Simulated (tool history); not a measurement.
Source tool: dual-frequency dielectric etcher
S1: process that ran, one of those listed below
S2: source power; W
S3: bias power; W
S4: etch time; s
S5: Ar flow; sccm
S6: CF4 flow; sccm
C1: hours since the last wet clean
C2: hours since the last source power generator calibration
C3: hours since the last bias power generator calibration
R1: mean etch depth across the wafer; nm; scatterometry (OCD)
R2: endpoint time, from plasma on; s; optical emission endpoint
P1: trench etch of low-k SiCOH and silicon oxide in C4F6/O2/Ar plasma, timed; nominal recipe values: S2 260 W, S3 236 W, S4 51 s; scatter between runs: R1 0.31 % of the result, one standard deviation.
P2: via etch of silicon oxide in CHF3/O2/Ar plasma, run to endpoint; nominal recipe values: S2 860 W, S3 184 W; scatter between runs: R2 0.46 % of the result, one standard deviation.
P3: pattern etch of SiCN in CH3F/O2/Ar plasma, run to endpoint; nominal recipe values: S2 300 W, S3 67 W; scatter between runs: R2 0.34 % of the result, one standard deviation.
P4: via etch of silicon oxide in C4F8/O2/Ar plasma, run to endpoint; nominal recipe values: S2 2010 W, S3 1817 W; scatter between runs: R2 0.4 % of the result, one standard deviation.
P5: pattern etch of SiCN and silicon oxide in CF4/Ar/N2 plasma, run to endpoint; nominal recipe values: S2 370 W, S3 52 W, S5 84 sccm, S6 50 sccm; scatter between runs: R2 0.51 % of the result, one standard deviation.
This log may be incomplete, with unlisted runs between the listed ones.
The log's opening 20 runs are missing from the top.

{"run": 21, "hour": 85.4, "S1": "P1", "S2": 160, "S3": 236, "S4": 51, "C1": 406.4, "C2": 981.4, "C3": 24.6, "R1": 128.43}
{"hour": 86.7, "done": "source power generator calibrated"}
{"run": 22, "hour": 87.9, "S1": "P1", "S2": 260, "S3": 288, "S4": 51, "C1": 408.9, "C2": 1.2, "C3": 27.1, "R1": 165.46}
{"run": 23, "hour": 92.9, "S1": "P2", "S2": 860, "S3": 227, "C1": 413.9, "C2": 6.2, "C3": 32.1, "R2": 244.59}
{"run": 24, "hour": 96.2, "S1": "P2", "S2": 580, "S3": 184, "C1": 417.2, "C2": 9.5, "C3": 35.4, "R2": 306.23}
{"run": 25, "hour": 101.0, "S1": "P5", "S2": 240, "S3": 52, "S5": 84, "S6": 50, "C1": 422, "C2": 14.3, "C3": 40.2, "R2": 38.797}
{"run": 26, "hour": 104.2, "S1": "P1", "S2": 260, "S3": 146, "S4": 51, "C1": 425.2, "C2": 17.5, "C3": 43.4, "R1": 131.43}
{"run": 27, "hour": 108.9, "S1": "P5", "S2": 370, "S3": 52, "S5": 84, "S6": 50, "C1": 429.9, "C2": 22.2, "C3": 48.1, "R2": 26.319}
{"run": 28, "hour": 114.1, "S1": "P1", "S2": 260, "S3": 236, "S4": 51, "C1": 435.1, "C2": 27.4, "C3": 53.3, "R1": 155.05}
{"run": 29, "hour": 117.2, "S1": "P4", "S2": 2010, "S3": 1817, "C1": 438.2, "C2": 30.5, "C3": 56.4, "R2": 329.24}
{"run": 30, "hour": 122.4, "S1": "P3", "S2": 360, "S3": 67, "C1": 443.4, "C2": 35.7, "C3": 61.6, "R2": 34.871}
{"run": 31, "hour": 124.9, "S1": "P1", "S2": 260, "S3": 236, "S4": 51, "C1": 445.9, "C2": 38.2, "C3": 64.1, "R1": 154.41}
{"run": 32, "hour": 128.7, "S1": "P1", "S2": 260, "S3": 236, "S4": 51, "C1": 449.7, "C2": 42, "C3": 67.9, "R1": 155.47}
{"run": 33, "hour": 133.3, "S1": "P1", "S2": 260, "S3": 236, "S4": 51, "C1": 454.3, "C2": 46.6, "C3": 72.5, "R1": 154.76}
{"run": 34, "hour": 136.8, "S1": "P1", "S2": 260, "S3": 236, "S4": 51, "C1": 457.8, "C2": 50.1, "C3": 76, "R1": 156}
{"hour": 140.8, "done": "wet clean of the chamber"}
{"run": 35, "hour": 141.6, "S1": "P1", "S2": 260, "S3": 236, "S4": 51, "C1": 0.9, "C2": 54.9, "C3": 80.8, "R1": 156.36}
{"run": 36, "hour": 144.6, "S1": "P1", "S2": 260, "S3": 236, "S4": 51, "C1": 3.9, "C2": 57.9, "C3": 83.8, "R1": 156.98}

Run 37 comes next. What will it give?
{"run": 37, "hour": 149.6, "S1": "P1", "S2": 260, "S3": 236, "S4": 51, "C1": 8.9, "C2": 62.9, "C3": 88.8, "R1": "?"}

{"run 37": {"R1": 157.28}}
